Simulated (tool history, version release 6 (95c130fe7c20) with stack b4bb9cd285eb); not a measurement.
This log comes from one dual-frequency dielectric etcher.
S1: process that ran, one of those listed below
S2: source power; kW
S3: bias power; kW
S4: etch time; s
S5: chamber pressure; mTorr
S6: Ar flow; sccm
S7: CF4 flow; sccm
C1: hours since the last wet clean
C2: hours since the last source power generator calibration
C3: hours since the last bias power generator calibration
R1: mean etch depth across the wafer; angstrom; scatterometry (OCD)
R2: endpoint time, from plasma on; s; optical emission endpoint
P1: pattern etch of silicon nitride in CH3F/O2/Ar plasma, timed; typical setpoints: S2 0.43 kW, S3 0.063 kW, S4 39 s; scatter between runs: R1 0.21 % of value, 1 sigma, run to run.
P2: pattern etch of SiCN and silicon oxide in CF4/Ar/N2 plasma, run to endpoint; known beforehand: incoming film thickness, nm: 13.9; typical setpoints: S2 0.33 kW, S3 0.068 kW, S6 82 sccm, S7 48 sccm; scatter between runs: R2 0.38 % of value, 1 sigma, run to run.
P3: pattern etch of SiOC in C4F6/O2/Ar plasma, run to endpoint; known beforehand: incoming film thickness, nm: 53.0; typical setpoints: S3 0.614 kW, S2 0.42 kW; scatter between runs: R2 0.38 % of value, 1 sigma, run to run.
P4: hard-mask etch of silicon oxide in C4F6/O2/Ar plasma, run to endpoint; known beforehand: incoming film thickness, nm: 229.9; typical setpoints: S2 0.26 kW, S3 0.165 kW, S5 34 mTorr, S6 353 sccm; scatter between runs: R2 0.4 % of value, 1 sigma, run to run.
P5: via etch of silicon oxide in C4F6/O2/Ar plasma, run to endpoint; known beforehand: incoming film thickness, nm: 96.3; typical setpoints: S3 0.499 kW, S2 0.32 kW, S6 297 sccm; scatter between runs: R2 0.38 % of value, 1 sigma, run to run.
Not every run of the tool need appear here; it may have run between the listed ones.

run 1 day=0.379 | S1=P1 S2=0.43 S3=0.063 S4=39 | C1=224.4 C2=496.1 C3=1733.2 | R1=255.53
run 2 day=0.858 | S1=P4 S2=0.26 S3=0.165 S5=40.5 S6=353 | C1=235.9 C2=507.6 C3=1744.7 | R2=95.587
run 3 day=1.554 | S1=P2 S2=0.33 S3=0.068 S6=82 S7=48 | C1=252.6 C2=524.3 C3=1761.4 | R2=22.916
run 4 day=1.95 | S1=P3 S2=0.57 S3=0.614 | C1=262.1 C2=533.8 C3=1770.9 | R2=14.342
run 5 day=2.421 | S1=P3 S2=0.42 S3=0.481 | C1=273.4 C2=545.1 C3=1782.2 | R2=17.709
run 6 day=3.021 | S1=P1 S2=0.43 S3=0.063 S4=39 | C1=287.8 C2=559.5 C3=1796.6 | R1=254.95
run 7 day=3.425 | S1=P1 S2=0.43 S3=0.063 S4=39 | C1=297.5 C2=569.2 C3=1806.3 | R1=256.36
run 8 day=4.05 | S1=P4 S2=0.33 S3=0.165 S5=34 S6=353 | C1=312.5 C2=584.2 C3=1821.3 | R2=85.904
run 9 day=4.779 | S1=P1 S2=0.59 S3=0.042 S4=39 | C1=330 C2=601.7 C3=1838.8 | R1=255.69
run 10 day=5.471 | S1=P1 S2=0.43 S3=0.063 S4=39 | C1=346.6 C2=618.3 C3=1855.4 | R1=255.85
run 11 day=6.067 | S1=P2 S2=0.45 S3=0.068 S6=82 S7=48 | C1=360.9 C2=632.6 C3=1869.7 | R2=17.4
run 12 day=6.65 | S1=P5 S2=0.32 S3=0.662 S6=297 | C1=374.9 C2=646.6 C3=1883.7 | R2=20.842
run 13 day=7.108 | S1=P1 S2=0.31 S3=0.063 S4=39 | C1=385.9 C2=657.6 C3=1894.7 | R1=224.84
run 14 day=7.788 | S1=P4 S2=0.26 S3=0.165 S5=34 S6=353 | C1=402.2 C2=673.9 C3=1911 | R2=94.162
run 15 day=8.375 | S1=P1 S2=0.43 S3=0.063 S4=26.5 | C1=416.3 C2=688 C3=1925.1 | R1=173.58
run 16 day=8.742 | S1=P5 S2=0.32 S3=0.499 S6=297 | C1=425.1 C2=696.8 C3=1933.9 | R2=23.165
run 17 day=9.175 | S1=P3 S2=0.42 S3=0.614 | C1=435.5 C2=707.2 C3=1944.3 | R2=16.049
run 18 day=9.7 | S1=P1 S2=0.43 S3=0.045 S4=39 | C1=448.1 C2=719.8 C3=1956.9 | R1=230.28
run 19 day=10.396 | S1=P2 S2=0.33 S3=0.068 S6=82 S7=38 | C1=464.8 C2=736.5 C3=1973.6 | R2=23.661
run 20 day=11.142 | S1=P1 S2=0.43 S3=0.063 S4=51.5 | C1=482.7 C2=754.4 C3=1991.5 | R1=338.77
run 21 day=11.729 | S1=P5 S2=0.32 S3=0.499 S6=297 | C1=496.8 C2=768.5 C3=2005.6 | R2=23.246
-- day=12.004 wet clean of the chamber
run 22 day=12.475 | S1=P4 S2=0.26 S3=0.165 S5=34 S6=226 | C1=11.4 C2=786.4 C3=2023.5 | R2=88.959
run 23 day=13.242 | S1=P5 S2=0.45 S3=0.499 S6=297 | C1=29.8 C2=804.8 C3=2041.9 | R2=20.397
run 24 day=13.996 | S1=P3 S2=0.42 S3=0.614 | C1=47.9 C2=822.9 C3=2060 | R2=16.014
run 25 day=14.562 | S1=P2 S2=0.33 S3=0.048 S6=82 S7=48 | C1=61.5 C2=836.5 C3=2073.6 | R2=25.788
run 26 day=14.962 | S1=P5 S2=0.32 S3=0.499 S6=233 | C1=71.1 C2=846.1 C3=2083.2 | R2=22.513
run 27 day=15.321 | S1=P1 S2=0.59 S3=0.063 S4=39 | C1=79.7 C2=854.7 C3=2091.8 | R1=289.73
run 28 day=15.758 | S1=P2 S2=0.33 S3=0.068 S6=82 S7=48 | C1=90.2 C2=865.2 C3=2102.3 | R2=22.911
run 29 day=16.1 | S1=P1 S2=0.43 S3=0.063 S4=39 | C1=98.4 C2=873.4 C3=2110.5 | R1=256.75
run 30 day=16.729 | S1=P4 S2=0.26 S3=0.165 S5=34 S6=353 | C1=113.5 C2=888.5 C3=2125.6 | R2=93.845
run 31 day=17.142 | S1=P1 S2=0.43 S3=0.063 S4=39 | C1=123.4 C2=898.4 C3=2135.5 | R1=256.03
run 32 day=17.892 | S1=P4 S2=0.26 S3=0.118 S5=34 S6=353 | C1=141.4 C2=916.4 C3=2153.5 | R2=104.19
run 33 day=18.304 | S1=P1 S2=0.43 S3=0.087 S4=39 | C1=151.3 C2=926.3 C3=2163.4 | R1=285.64
run 34 day=18.896 | S1=P2 S2=0.33 S3=0.068 S6=61 S7=48 | C1=165.5 C2=940.5 C3=2177.6 | R2=21.91
run 35 day=19.308 | S1=P1 S2=0.31 S3=0.063 S4=48.5 | C1=175.4 C2=950.4 C3=2187.5 | R1=281.68
run 36 day=19.946 | S1=P1 S2=0.43 S3=0.063 S4=39 | C1=190.7 C2=965.7 C3=2202.8 | R1=255.5
run 37 day=20.488 | S1=P1 S2=0.43 S3=0.063 S4=39 | C1=203.7 C2=978.7 C3=2215.8 | R1=254.89
run 38 day=21.242 | S1=P1 S2=0.43 S3=0.063 S4=39 | C1=221.8 C2=996.8 C3=2233.9 | R1=253.29
run 39 day=21.971 | S1=P1 S2=0.43 S3=0.063 S4=39 | C1=239.3 C2=1014.3 C3=2251.4 | R1=252.53
-- day=22.504 wet clean of the chamber
run 40 day=22.646 | S1=P1 S2=0.43 S3=0.063 S4=39 | C1=3.5 C2=1030.5 C3=2267.6 | R1=251.72
run 41 day=23.125 | S1=P1 S2=0.43 S3=0.063 S4=39 | C1=15 C2=1042 C3=2279.1 | R1=252.19

Estimate the outcome of run 42 from the log above:
run 42 day=23.633 | S1=P1 S2=0.43 S3=0.063 S4=39 | C1=27.2 C2=1054.2 C3=2291.3 | R1=?

{"run 42": {"R1": 252.26}}

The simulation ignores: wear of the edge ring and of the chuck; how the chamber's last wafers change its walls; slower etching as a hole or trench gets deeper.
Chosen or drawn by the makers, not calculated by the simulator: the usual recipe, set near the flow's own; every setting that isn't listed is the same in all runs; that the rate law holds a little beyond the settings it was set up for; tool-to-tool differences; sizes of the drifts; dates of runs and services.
